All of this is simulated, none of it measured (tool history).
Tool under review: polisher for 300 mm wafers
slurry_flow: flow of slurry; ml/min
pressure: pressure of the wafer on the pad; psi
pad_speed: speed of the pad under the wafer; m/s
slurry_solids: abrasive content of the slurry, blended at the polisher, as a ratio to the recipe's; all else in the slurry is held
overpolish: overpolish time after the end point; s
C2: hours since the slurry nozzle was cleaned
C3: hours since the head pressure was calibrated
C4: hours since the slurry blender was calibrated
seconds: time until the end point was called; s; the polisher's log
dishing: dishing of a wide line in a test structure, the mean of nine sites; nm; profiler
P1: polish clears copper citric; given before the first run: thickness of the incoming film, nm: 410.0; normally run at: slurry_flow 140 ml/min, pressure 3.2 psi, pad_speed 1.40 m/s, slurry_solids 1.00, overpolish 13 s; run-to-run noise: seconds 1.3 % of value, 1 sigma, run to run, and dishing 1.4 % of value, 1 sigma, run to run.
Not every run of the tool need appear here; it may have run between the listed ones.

run 1 hour=7.4 | slurry_flow=140 pressure=3.2 pad_speed=1.40 slurry_solids=1.00 overpolish=13 | wafers_polished_on_this_pad=231 C2=263.4 C3=165.2 C4=67.6 | seconds=114.690 dishing=33.5960
run 2 hour=14.2 | slurry_flow=85 pressure=3.2 pad_speed=1.40 slurry_solids=1.00 overpolish=19 | wafers_polished_on_this_pad=285 C2=270.2 C3=172.0 C4=74.4 | seconds=130.500 dishing=41.1640
run 3 hour=26.5 | slurry_flow=140 pressure=3.2 pad_speed=1.40 slurry_solids=1.40 overpolish=13 | wafers_polished_on_this_pad=383 C2=282.5 C3=184.3 C4=86.7 | seconds=107.850 dishing=35.4470
run 4 hour=39.1 | slurry_flow=85 pressure=3.2 pad_speed=1.40 slurry_solids=1.00 overpolish=13 | wafers_polished_on_this_pad=483 C2=295.1 C3=196.9 C4=99.3 | seconds=127.490 dishing=30.1360
run 5 hour=48.2 | slurry_flow=180 pressure=3.2 pad_speed=1.40 slurry_solids=1.00 overpolish=13 | wafers_polished_on_this_pad=556 C2=304.2 C3=206.0 C4=108.4 | seconds=109.560 dishing=33.4270
-- hour=52.0 slurry nozzle cleaned
run 6 hour=59.2 | slurry_flow=205 pressure=3.2 pad_speed=1.40 slurry_solids=1.00 overpolish=22 | wafers_polished_on_this_pad=643 C2=7.2 C3=217.0 C4=119.4 | seconds=108.250 dishing=54.1030
run 7 hour=71.1 | slurry_flow=140 pressure=3.2 pad_speed=1.04 slurry_solids=1.00 overpolish=13 | wafers_polished_on_this_pad=738 C2=19.1 C3=228.9 C4=131.3 | seconds=152.340 dishing=25.4430
run 8 hour=85.8 | slurry_flow=140 pressure=1.4 pad_speed=1.40 slurry_solids=1.00 overpolish=13 | wafers_polished_on_this_pad=855 C2=33.8 C3=243.6 C4=146.0 | seconds=253.810 dishing=15.5190
run 9 hour=99.7 | slurry_flow=140 pressure=3.2 pad_speed=1.40 slurry_solids=1.00 overpolish=24 | wafers_polished_on_this_pad=965 C2=47.7 C3=257.5 C4=159.9 | seconds=115.050 dishing=55.7190
run 10 hour=111.7 | slurry_flow=140 pressure=5.0 pad_speed=1.40 slurry_solids=1.00 overpolish=13 | wafers_polished_on_this_pad=1061 C2=59.7 C3=269.5 C4=171.9 | seconds=72.514 dishing=49.3200
run 11 hour=118.4 | slurry_flow=140 pressure=3.2 pad_speed=1.40 slurry_solids=0.55 overpolish=13 | wafers_polished_on_this_pad=1114 C2=66.4 C3=276.2 C4=178.6 | seconds=129.380 dishing=29.8150
run 12 hour=128.5 | slurry_flow=140 pressure=1.7 pad_speed=0.66 slurry_solids=1.00 overpolish=13 | wafers_polished_on_this_pad=1194 C2=76.5 C3=286.3 C4=188.7 | seconds=434.560 dishing=9.3539
run 13 hour=141.5 | slurry_flow=140 pressure=3.2 pad_speed=1.76 slurry_solids=1.00 overpolish=13 | wafers_polished_on_this_pad=1298 C2=89.5 C3=299.3 C4=201.7 | seconds=91.079 dishing=39.9310
run 14 hour=152.3 | slurry_flow=140 pressure=3.2 pad_speed=1.40 slurry_solids=1.00 overpolish=13 | wafers_polished_on_this_pad=1384 C2=100.3 C3=310.1 C4=212.5 | seconds=113.270 dishing=33.1440
run 15 hour=166.3 | slurry_flow=140 pressure=3.2 pad_speed=1.40 slurry_solids=1.00 overpolish=13 | wafers_polished_on_this_pad=1495 C2=114.3 C3=324.1 C4=226.5 | seconds=114.230 dishing=32.4930
run 16 hour=173.8 | slurry_flow=140 pressure=3.2 pad_speed=1.40 slurry_solids=1.00 overpolish=13 | wafers_polished_on_this_pad=1555 C2=121.8 C3=331.6 C4=234.0 | seconds=115.230 dishing=33.1290
run 17 hour=189.0 | slurry_flow=140 pressure=3.2 pad_speed=1.40 slurry_solids=1.00 overpolish=13 | wafers_polished_on_this_pad=1675 C2=137.0 C3=346.8 C4=249.2 | seconds=115.260 dishing=33.2060
run 18 hour=197.6 | slurry_flow=140 pressure=3.2 pad_speed=1.40 slurry_solids=1.00 overpolish=5 | wafers_polished_on_this_pad=1744 C2=145.6 C3=355.4 C4=257.8 | seconds=114.180 dishing=13.3370
run 19 hour=207.5 | slurry_flow=140 pressure=3.2 pad_speed=1.40 slurry_solids=1.00 overpolish=13 | wafers_polished_on_this_pad=1823 C2=155.5 C3=365.3 C4=267.7 | seconds=112.560 dishing=33.2750
run 20 hour=221.4 | slurry_flow=140 pressure=3.2 pad_speed=1.40 slurry_solids=1.00 overpolish=13 | wafers_polished_on_this_pad=1933 C2=169.4 C3=379.2 C4=281.6 | seconds=113.570 dishing=33.0620
run 21 hour=235.6 | slurry_flow=140 pressure=3.2 pad_speed=1.40 slurry_solids=1.00 overpolish=13 | wafers_polished_on_this_pad=2046 C2=183.6 C3=393.4 C4=295.8 | seconds=119.210 dishing=32.1840
run 22 hour=248.1 | slurry_flow=140 pressure=3.2 pad_speed=1.40 slurry_solids=1.00 overpolish=13 | wafers_polished_on_this_pad=2146 C2=196.1 C3=405.9 C4=308.3 | seconds=120.490 dishing=31.7990
run 23 hour=262.7 | slurry_flow=140 pressure=3.2 pad_speed=1.40 slurry_solids=1.00 overpolish=13 | wafers_polished_on_this_pad=2262 C2=210.7 C3=420.5 C4=322.9 | seconds=122.500 dishing=31.3240
-- hour=267.8 slurry blender recalibrated
run 24 hour=271.1 | slurry_flow=140 pressure=3.2 pad_speed=1.40 slurry_solids=1.00 overpolish=13 | wafers_polished_on_this_pad=2328 C2=219.1 C3=428.9 C4=3.3 | seconds=123.240 dishing=31.3160
-- hour=283.6 head pressure recalibrated
run 25 hour=283.8 | slurry_flow=140 pressure=3.2 pad_speed=1.40 slurry_solids=1.00 overpolish=13 | wafers_polished_on_this_pad=2429 C2=231.8 C3=0.2 C4=16.0 | seconds=124.570 dishing=30.9170
run 26 hour=292.5 | slurry_flow=140 pressure=3.2 pad_speed=1.40 slurry_solids=1.00 overpolish=13 | wafers_polished_on_this_pad=2499 C2=240.5 C3=8.9 C4=24.7 | seconds=122.180 dishing=30.8180
run 27 hour=300.3 | slurry_flow=140 pressure=3.2 pad_speed=1.40 slurry_solids=1.00 overpolish=13 | wafers_polished_on_this_pad=2561 C2=248.3 C3=16.7 C4=32.5 | seconds=123.540 dishing=30.4710
run 28 hour=315.3 | slurry_flow=140 pressure=3.2 pad_speed=1.40 slurry_solids=1.00 overpolish=13 | wafers_polished_on_this_pad=2680 C2=263.3 C3=31.7 C4=47.5 | seconds=123.830 dishing=31.1030
run 29 hour=323.2 | slurry_flow=140 pressure=3.2 pad_speed=1.40 slurry_solids=1.00 overpolish=13 | wafers_polished_on_this_pad=2743 C2=271.2 C3=39.6 C4=55.4 | seconds=124.710 dishing=30.8500
run 30 hour=334.2 | slurry_flow=140 pressure=3.2 pad_speed=1.40 slurry_solids=1.00 overpolish=13 | wafers_polished_on_this_pad=2830 C2=282.2 C3=50.6 C4=66.4 | seconds=127.320 dishing=31.5080

The output of P1 has drifted from where it used to be. Each of the 2 causes below, taken at the size shown beside it, accounts for the log equally well:
A: slurry flow missing at the pad, % = 31.1
B: removal rate lost through wear of the pad, % = 7.82
At approximately hour 221.4, the process output began to creep.
What rules out each remaining cause:
head's pressure below its setpoint, %: its service at hour 283.6 followed the start of the drift and did not put the process back to its old value
abrasive missing from the slurry, %: its service at hour 267.8 followed the start of the drift and did not put the process back to its old value

4 check runs are offered, each on 5 wafers whose results are averaged, their results left as question marks. Which one tells the causes apart?
run check 1 hour=345.2 | slurry_flow=140 pressure=3.2 pad_speed=1.40 slurry_solids=1.00 overpolish=21 | seconds=? dishing=?
run check 2 hour=345.2 | slurry_flow=140 pressure=3.2 pad_speed=1.40 slurry_solids=1.00 overpolish=7 | seconds=? dishing=?
run check 3 hour=345.2 | slurry_flow=85 pressure=1.8 pad_speed=1.40 slurry_solids=1.00 overpolish=13 | seconds=? dishing=?
run check 4 hour=345.2 | slurry_flow=140 pressure=4.1 pad_speed=1.40 slurry_solids=1.35 overpolish=13 | seconds=? dishing=?

What each check would give under each cause:
check=check_1 result=seconds if_A=124.330 if_B=124.320
check=check_1 result=dishing if_A=46.3660 if_B=46.3700
check=check_2 result=seconds if_A=124.330 if_B=124.320
check=check_2 result=dishing if_A=17.4260 if_B=17.4280
check=check_3 result=seconds if_A=256.130 if_B=245.080
check=check_3 result=dishing if_A=15.6360 if_B=16.2930
check=check_4 result=seconds if_A=91.216 if_B=91.206
check=check_4 result=dishing if_A=40.5850 if_B=40.5880
Minimum pairwise separation of causes per check, each pair taken at its best-separating result: check 1 0.01 %; check 2 0.01 %; check 3 4.41 %; check 4 0.01 %
Check 3 tells the causes apart: in the others they would give nearly the same result.

After running check 3, the following was obtained: seconds 245.030 s; dishing 16.3570 nm. Which cause does this point to?

It was cause B: removal rate lost through wear of the pad, %.

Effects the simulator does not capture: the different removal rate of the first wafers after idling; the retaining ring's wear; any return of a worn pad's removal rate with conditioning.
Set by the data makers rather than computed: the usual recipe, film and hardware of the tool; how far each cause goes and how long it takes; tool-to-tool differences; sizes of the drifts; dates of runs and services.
